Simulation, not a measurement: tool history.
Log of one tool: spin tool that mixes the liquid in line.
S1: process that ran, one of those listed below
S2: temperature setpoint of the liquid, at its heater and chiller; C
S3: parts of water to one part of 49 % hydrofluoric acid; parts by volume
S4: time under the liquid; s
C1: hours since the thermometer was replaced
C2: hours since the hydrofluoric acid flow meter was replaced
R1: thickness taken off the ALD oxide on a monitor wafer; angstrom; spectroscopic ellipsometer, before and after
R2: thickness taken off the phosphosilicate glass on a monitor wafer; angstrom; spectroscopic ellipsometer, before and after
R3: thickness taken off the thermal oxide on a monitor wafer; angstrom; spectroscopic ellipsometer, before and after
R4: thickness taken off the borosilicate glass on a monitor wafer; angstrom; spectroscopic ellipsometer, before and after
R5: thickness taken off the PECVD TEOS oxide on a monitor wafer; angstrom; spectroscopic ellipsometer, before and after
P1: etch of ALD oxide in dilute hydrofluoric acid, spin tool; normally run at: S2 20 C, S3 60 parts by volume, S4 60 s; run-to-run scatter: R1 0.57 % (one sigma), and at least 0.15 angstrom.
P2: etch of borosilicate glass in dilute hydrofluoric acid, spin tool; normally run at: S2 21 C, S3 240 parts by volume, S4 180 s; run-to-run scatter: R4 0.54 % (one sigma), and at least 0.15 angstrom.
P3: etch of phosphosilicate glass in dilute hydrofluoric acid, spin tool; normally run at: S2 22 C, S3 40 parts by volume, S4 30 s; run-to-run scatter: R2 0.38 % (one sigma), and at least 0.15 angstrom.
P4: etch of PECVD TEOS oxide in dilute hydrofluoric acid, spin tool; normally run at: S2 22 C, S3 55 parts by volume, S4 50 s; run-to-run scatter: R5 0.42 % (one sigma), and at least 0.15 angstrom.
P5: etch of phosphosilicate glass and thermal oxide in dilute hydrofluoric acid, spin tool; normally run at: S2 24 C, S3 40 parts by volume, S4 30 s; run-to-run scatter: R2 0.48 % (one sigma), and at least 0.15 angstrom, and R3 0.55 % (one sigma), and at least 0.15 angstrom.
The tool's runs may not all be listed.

run 1 day=0.379 | S1=P1 S2=20 S3=60 S4=60 | C1=965.3 C2=313.4 | R1=86.13
run 2 day=0.908 | S1=P3 S2=22 S3=60 S4=30 | C1=978 C2=326.1 | R2=964.15
run 3 day=1.292 | S1=P5 S2=24 S3=40 S4=30 | C1=987.2 C2=335.3 | R2=499.66 R3=35.462
run 4 day=1.675 | S1=P1 S2=20 S3=60 S4=60 | C1=996.4 C2=344.5 | R1=87.064
-- day=1.975 hydrofluoric acid flow meter replaced
run 5 day=2.092 | S1=P1 S2=20 S3=30 S4=60 | C1=1006.4 C2=2.8 | R1=179.71
run 6 day=2.546 | S1=P3 S2=30 S3=40 S4=30 | C1=1017.3 C2=13.7 | R2=2045.2
run 7 day=3.075 | S1=P1 S2=17 S3=60 S4=60 | C1=1030 C2=26.4 | R1=75.914
run 8 day=3.742 | S1=P1 S2=20 S3=60 S4=60 | C1=1046 C2=42.4 | R1=86.905
run 9 day=4.2 | S1=P1 S2=20 S3=60 S4=60 | C1=1057 C2=53.4 | R1=87.334
run 10 day=4.733 | S1=P1 S2=20 S3=60 S4=25 | C1=1069.8 C2=66.2 | R1=36.068
run 11 day=5.104 | S1=P2 S2=21 S3=240 S4=15 | C1=1078.7 C2=75.1 | R4=8.2048
run 12 day=5.688 | S1=P5 S2=24 S3=25 S4=30 | C1=1092.7 C2=89.1 | R2=820.71 R3=57.679
run 13 day=6.158 | S1=P3 S2=22 S3=40 S4=30 | C1=1104 C2=100.4 | R2=1487.5
run 14 day=6.588 | S1=P5 S2=24 S3=40 S4=15 | C1=1114.3 C2=110.7 | R2=248.59 R3=17.94
run 15 day=7.096 | S1=P2 S2=21 S3=240 S4=180 | C1=1126.5 C2=122.9 | R4=97.468
run 16 day=7.538 | S1=P4 S2=17 S3=55 S4=50 | C1=1137.1 C2=133.5 | R5=85.16
run 17 day=7.883 | S1=P4 S2=22 S3=55 S4=50 | C1=1145.4 C2=141.8 | R5=106.67
run 18 day=8.404 | S1=P5 S2=24 S3=40 S4=30 | C1=1157.9 C2=154.3 | R2=496.87 R3=35.642
run 19 day=8.717 | S1=P1 S2=20 S3=60 S4=60 | C1=1165.4 C2=161.8 | R1=87.431
run 20 day=9.246 | S1=P2 S2=21 S3=355 S4=180 | C1=1178.1 C2=174.5 | R4=58.556
run 21 day=9.771 | S1=P3 S2=22 S3=40 S4=15 | C1=1190.7 C2=187.1 | R2=742.41
run 22 day=10.417 | S1=P1 S2=26.5 S3=20 S4=60 | C1=1206.2 C2=202.6 | R1=361.59
run 23 day=10.929 | S1=P1 S2=20 S3=60 S4=60 | C1=1218.5 C2=214.9 | R1=86.954
run 24 day=11.242 | S1=P2 S2=17 S3=240 S4=180 | C1=1226 C2=222.4 | R4=83.777
run 25 day=11.592 | S1=P4 S2=22 S3=55 S4=50 | C1=1234.4 C2=230.8 | R5=106.65
-- day=11.962 thermometer replaced
run 26 day=12.25 | S1=P1 S2=26 S3=60 S4=60 | C1=7 C2=246.6 | R1=110.59
run 27 day=12.704 | S1=P3 S2=22 S3=40 S4=30 | C1=17.9 C2=257.5 | R2=1482.7
run 28 day=13.225 | S1=P2 S2=21 S3=240 S4=180 | C1=30.4 C2=270 | R4=97.231
run 29 day=13.608 | S1=P1 S2=20 S3=60 S4=105 | C1=39.6 C2=279.2 | R1=152.01
run 30 day=14.1 | S1=P5 S2=18.5 S3=40 S4=30 | C1=51.4 C2=291 | R2=390.81 R3=28.249
run 31 day=14.683 | S1=P4 S2=22 S3=55 S4=15 | C1=65.4 C2=305 | R5=32.245
run 32 day=15.288 | S1=P1 S2=20 S3=95 S4=60 | C1=79.9 C2=319.5 | R1=52.388
run 33 day=15.658 | S1=P4 S2=22 S3=20 S4=50 | C1=88.8 C2=328.4 | R5=305.58
run 34 day=16.267 | S1=P1 S2=20 S3=60 S4=60 | C1=103.4 C2=343 | R1=85.962
run 35 day=16.775 | S1=P1 S2=20 S3=60 S4=60 | C1=115.6 C2=355.2 | R1=89.559
run 36 day=17.162 | S1=P1 S2=20 S3=60 S4=60 | C1=124.9 C2=364.5 | R1=91.726
run 37 day=17.583 | S1=P1 S2=20 S3=60 S4=60 | C1=135 C2=374.6 | R1=93.508
run 38 day=17.908 | S1=P1 S2=20 S3=60 S4=60 | C1=142.8 C2=382.4 | R1=94.443
run 39 day=18.538 | S1=P1 S2=20 S3=60 S4=60 | C1=157.9 C2=397.5 | R1=94.874
run 40 day=19.004 | S1=P1 S2=20 S3=60 S4=60 | C1=169.1 C2=408.7 | R1=95.601
run 41 day=19.488 | S1=P1 S2=20 S3=60 S4=60 | C1=180.7 C2=420.3 | R1=95.697
run 42 day=19.883 | S1=P1 S2=20 S3=60 S4=60 | C1=190.2 C2=429.8 | R1=95.447
run 43 day=20.354 | S1=P1 S2=20 S3=60 S4=60 | C1=201.5 C2=441.1 | R1=95.338
run 44 day=21.033 | S1=P1 S2=20 S3=60 S4=60 | C1=217.8 C2=457.4 | R1=96.05

What P1 gives has crept away from where it was. These 2 causes fit the log equally well, each at the size given:
A: liquid hotter than its thermometer reads (K) = 2.35
B: hydrofluoric acid flow above the setpoint (%) = 9.6
The creep began at about day 16.267.

4 check runs are offered, each on 2 wafers whose results are averaged, their results left as question marks. Which one tells the causes apart?
run check 1 day=21.712 | S1=P5 S2=21 S3=40 S4=30 | R2=? R3=?
run check 2 day=21.712 | S1=P4 S2=22 S3=25 S4=20 | R5=?
run check 3 day=21.712 | S1=P3 S2=27.5 S3=40 S4=30 | R2=?
run check 4 day=21.712 | S1=P2 S2=21 S3=320 S4=180 | R4=?

What each check would give under each cause:
check=check_1 result=R2 if_A=484.11 if_B=482.68
check=check_1 result=R3 if_A=34.625 if_B=34.523
check=check_2 result=R5 if_A=107.71 if_B=107.18
check=check_3 result=R2 if_A=2046.5 if_B=2051.9
check=check_4 result=R4 if_A=73.739 if_B=76.33
How far apart the two closest causes lie, in the result that separates them most: check 1 0.3 %; check 2 0.49 %; check 3 0.26 %; check 4 3.45 %
Only check 4 tells the causes apart: in the others they would give nearly the same result.

Then check 4 was run and gave: R4 76.3 angstrom. Which cause is it?

It is B: hydrofluoric acid flow above the setpoint (%).

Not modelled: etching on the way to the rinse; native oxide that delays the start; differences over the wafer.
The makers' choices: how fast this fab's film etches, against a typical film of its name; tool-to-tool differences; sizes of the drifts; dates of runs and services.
